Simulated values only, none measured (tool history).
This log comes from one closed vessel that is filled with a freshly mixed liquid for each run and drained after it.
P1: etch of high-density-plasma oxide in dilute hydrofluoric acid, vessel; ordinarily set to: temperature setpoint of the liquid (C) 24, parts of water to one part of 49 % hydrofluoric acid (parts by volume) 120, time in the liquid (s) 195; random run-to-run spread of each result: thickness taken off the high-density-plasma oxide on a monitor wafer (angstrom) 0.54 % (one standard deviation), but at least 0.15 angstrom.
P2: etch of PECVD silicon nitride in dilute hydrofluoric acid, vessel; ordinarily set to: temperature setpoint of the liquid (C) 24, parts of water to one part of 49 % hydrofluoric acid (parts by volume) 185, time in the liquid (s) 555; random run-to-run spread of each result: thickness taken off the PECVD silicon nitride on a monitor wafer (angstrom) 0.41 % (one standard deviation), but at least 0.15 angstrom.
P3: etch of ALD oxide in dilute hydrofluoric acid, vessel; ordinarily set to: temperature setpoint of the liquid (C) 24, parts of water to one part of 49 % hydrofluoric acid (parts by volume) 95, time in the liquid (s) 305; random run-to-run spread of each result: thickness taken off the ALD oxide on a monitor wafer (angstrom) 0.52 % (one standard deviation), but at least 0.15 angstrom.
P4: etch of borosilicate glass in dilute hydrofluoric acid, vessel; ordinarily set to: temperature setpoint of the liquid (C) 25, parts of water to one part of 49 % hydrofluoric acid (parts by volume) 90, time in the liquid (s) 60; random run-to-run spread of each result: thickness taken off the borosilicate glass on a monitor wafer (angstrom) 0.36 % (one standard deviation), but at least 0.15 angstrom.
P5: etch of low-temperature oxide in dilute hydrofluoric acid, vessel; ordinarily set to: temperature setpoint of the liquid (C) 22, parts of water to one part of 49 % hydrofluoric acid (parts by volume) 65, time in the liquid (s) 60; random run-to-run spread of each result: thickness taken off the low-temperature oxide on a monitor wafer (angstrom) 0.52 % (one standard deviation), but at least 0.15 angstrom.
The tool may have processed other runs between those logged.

run	day	process that ran	temperature setpoint of the liquid (C)	parts of water to one part of 49 % hydrofluoric acid (parts by volume)	time in the liquid (s)	hours since the thermometer was replaced	hours since the hydrofluoric acid flow meter was replaced	thickness taken off the high-density-plasma oxide on a monitor wafer (angstrom)	thickness taken off the low-temperature oxide on a monitor wafer (angstrom)	thickness taken off the borosilicate glass on a monitor wafer (angstrom)	thickness taken off the PECVD silicon nitride on a monitor wafer (angstrom)	thickness taken off the ALD oxide on a monitor wafer (angstrom)
1	0.55	P1	24	120	195	455.6	1313.4	82.405				
2	0.983	P5	22	20	60	466	1323.8		405.53			
3	1.288	P1	29.5	120	195	473.3	1331.1	101.49				
4	1.725	P1	24	120	195	483.8	1341.6	83.783				
5	2.038	P4	25	90	30	491.3	1349.1			118.8		
6	2.442	P4	25	90	60	501	1358.8			239.34		
7	2.683	P2	24	185	555	506.8	1364.6				97.82	
8	3.183	P2	24	185	555	518.8	1376.6				97.982	
9	3.562	P5	22	65	115	527.9	1385.7		228.34			
10	3.938	P1	24	120	310	536.9	1394.7	131.14				
11	4.396	P1	24	120	195	547.9	1405.7	82.726				
12	4.871	P5	22	65	60	559.3	1417.1		118.32			
13	5.192	P1	24	120	70	567	1424.8	29.594				
14	5.683	P1	24	120	195	578.8	1436.6	81.963				
15	6.142	P1	19.5	120	195	589.8	1447.6	69.521				
16	6.571	P3	24	95	30	600.1	1457.9					35.924
17	7.054	P5	30	65	60	611.7	1469.5		162.07			
18	7.479	P1	24	120	195	621.9	1479.7	82.826				
19	7.833	P4	20.5	90	60	630.4	1488.2			199.86		
20	8.275	P3	17	95	305	641	1498.8					270.79
21	8.796	P3	24	150	305	653.5	1511.3					213.99
# day 8.912: thermometer replaced
22	9.046	P3	24	95	305	3.3	1517.3					360.36
23	9.425	P2	17.5	185	555	12.4	1526.4				63.976	
24	9.788	P1	24	120	195	21.1	1535.1	82.974				
25	10.083	P2	24	185	1025	28.2	1542.2				179.56	
26	10.633	P1	24	205	195	41.4	1555.4	44.117				
27	10.9	P4	25	20	60	47.8	1561.8			1183.5		
28	11.371	P5	22	65	60	59.1	1573.1		118.19			
29	11.792	P1	19.5	170	195	69.2	1583.2	46.275				
30	12.125	P2	24	50	555	77.2	1591.2				353.17	
31	12.375	P3	24	95	305	83.2	1597.2					358.21
32	12.662	P1	31.5	175	195	90.1	1604.1	69.54				
33	13.15	P1	24	55	195	101.8	1615.8	195.03				
34	13.396	P1	24	120	195	107.7	1621.7	82.459				
35	13.779	P1	24	120	195	116.9	1630.9	84.795				
36	14.208	P1	24	120	195	127.2	1641.2	86.206				
37	14.45	P1	24	120	195	133	1647	86.188				
38	14.958	P1	24	120	195	145.2	1659.2	86.823				
39	15.304	P1	24	120	195	153.5	1667.5	87.253				
40	15.675	P1	24	120	195	162.4	1676.4	87.672				
41	16.038	P1	24	120	195	171.1	1685.1	87.395				
42	16.375	P1	24	120	195	179.2	1693.2	87.45				

What P1 gives has crept away from where it was. These 2 causes fit the log equally well, each at the size given:
A: liquid hotter than its thermometer reads (K) = 1.49
B: hydrofluoric acid flow above the setpoint (%) = 5.18
The creep began at about day 13.396.

Which of the 4 check runs listed below separates the causes, so that each cause would produce a clearly different result? Each run uses one wafer, and its results are marked with question marks.
check 1	16.712	P3	24	140	50							?
check 2	16.712	P2	18.5	80	555						?	
check 3	16.712	P5	26.5	30	60				?			
check 4	16.712	P4	25	90	30					?		

Predicted outcomes, by check and by cause:
check	result	if A	if B
check 1	thickness taken off the ALD oxide on a monitor wafer (angstrom)	40.357	40.419
check 2	thickness taken off the PECVD silicon nitride on a monitor wafer (angstrom)	170.16	161.26
check 3	thickness taken off the low-temperature oxide on a monitor wafer (angstrom)	342.84	340.06
check 4	thickness taken off the borosilicate glass on a monitor wafer (angstrom)	126.41	126.11
Gap, in per cent, between the two causes that each check separates least, read from the result that separates them most: check 1 0.16 %; check 2 5.37 %; check 3 0.81 %; check 4 0.24 %
The other checks would show nearly matching results whichever cause is true, so check 2 is the only one that separates the causes.

Check 2 has now been run. It gave: thickness taken off the PECVD silicon nitride on a monitor wafer (angstrom) 161.32. Which of the candidate causes is it?

The cause is B: hydrofluoric acid flow above the setpoint (%).
